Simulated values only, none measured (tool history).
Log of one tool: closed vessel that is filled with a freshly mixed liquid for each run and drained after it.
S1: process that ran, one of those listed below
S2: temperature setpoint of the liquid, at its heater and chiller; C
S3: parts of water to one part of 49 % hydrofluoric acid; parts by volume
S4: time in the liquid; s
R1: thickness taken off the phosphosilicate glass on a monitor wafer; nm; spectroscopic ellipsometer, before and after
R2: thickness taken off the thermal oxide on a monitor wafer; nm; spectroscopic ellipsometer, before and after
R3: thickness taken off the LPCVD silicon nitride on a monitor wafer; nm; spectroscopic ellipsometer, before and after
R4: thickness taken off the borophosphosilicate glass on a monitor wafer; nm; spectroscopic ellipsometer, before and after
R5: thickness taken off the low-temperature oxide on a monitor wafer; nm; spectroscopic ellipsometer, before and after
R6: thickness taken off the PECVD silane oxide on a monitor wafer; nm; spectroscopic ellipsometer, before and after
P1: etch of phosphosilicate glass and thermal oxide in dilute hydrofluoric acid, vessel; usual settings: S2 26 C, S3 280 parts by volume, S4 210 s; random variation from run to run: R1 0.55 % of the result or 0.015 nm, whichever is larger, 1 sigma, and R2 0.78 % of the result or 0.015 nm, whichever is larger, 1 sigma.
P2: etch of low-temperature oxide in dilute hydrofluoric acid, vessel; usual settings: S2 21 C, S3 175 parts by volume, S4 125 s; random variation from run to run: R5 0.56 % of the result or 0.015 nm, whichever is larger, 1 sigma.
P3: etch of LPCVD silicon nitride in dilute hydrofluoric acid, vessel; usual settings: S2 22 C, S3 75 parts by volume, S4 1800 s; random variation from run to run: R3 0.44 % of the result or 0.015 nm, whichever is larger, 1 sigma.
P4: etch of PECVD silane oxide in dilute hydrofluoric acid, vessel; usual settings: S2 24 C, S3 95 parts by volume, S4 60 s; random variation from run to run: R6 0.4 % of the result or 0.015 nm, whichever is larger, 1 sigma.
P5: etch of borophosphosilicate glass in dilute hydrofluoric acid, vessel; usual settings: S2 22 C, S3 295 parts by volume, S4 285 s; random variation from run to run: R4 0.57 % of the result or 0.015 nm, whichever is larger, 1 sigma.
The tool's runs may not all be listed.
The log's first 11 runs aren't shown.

run	hour	S1	S2	S3	S4	R1	R2	R3	R4	R5	R6
12	65.1	P2	17	175	125					9.3282	
13	71.3	P4	24	175	60						9.7192
14	79.4	P3	22	75	1800			10.56			
15	84.6	P1	26	280	210	39.072	3.0946				
16	89.4	P1	26	280	35	6.4879	0.52135				
17	95.7	P2	21	175	125					10.966	
18	101.7	P3	22	75	1800			10.562			
19	108	P2	21	175	30					2.634	
20	111.6	P5	22	145	285				115.63		
21	117.9	P4	28	95	60						22.781
22	123.2	P4	24	95	60						19.506
23	129.7	P1	19	280	210	30.196	2.4288				
24	135.6	P1	26	280	210	39.062	3.1066				

Run 25 comes next. What will it give?
25	140.4	P2	21	320	125					?	

{"run 25": {"R5": 5.1153}}
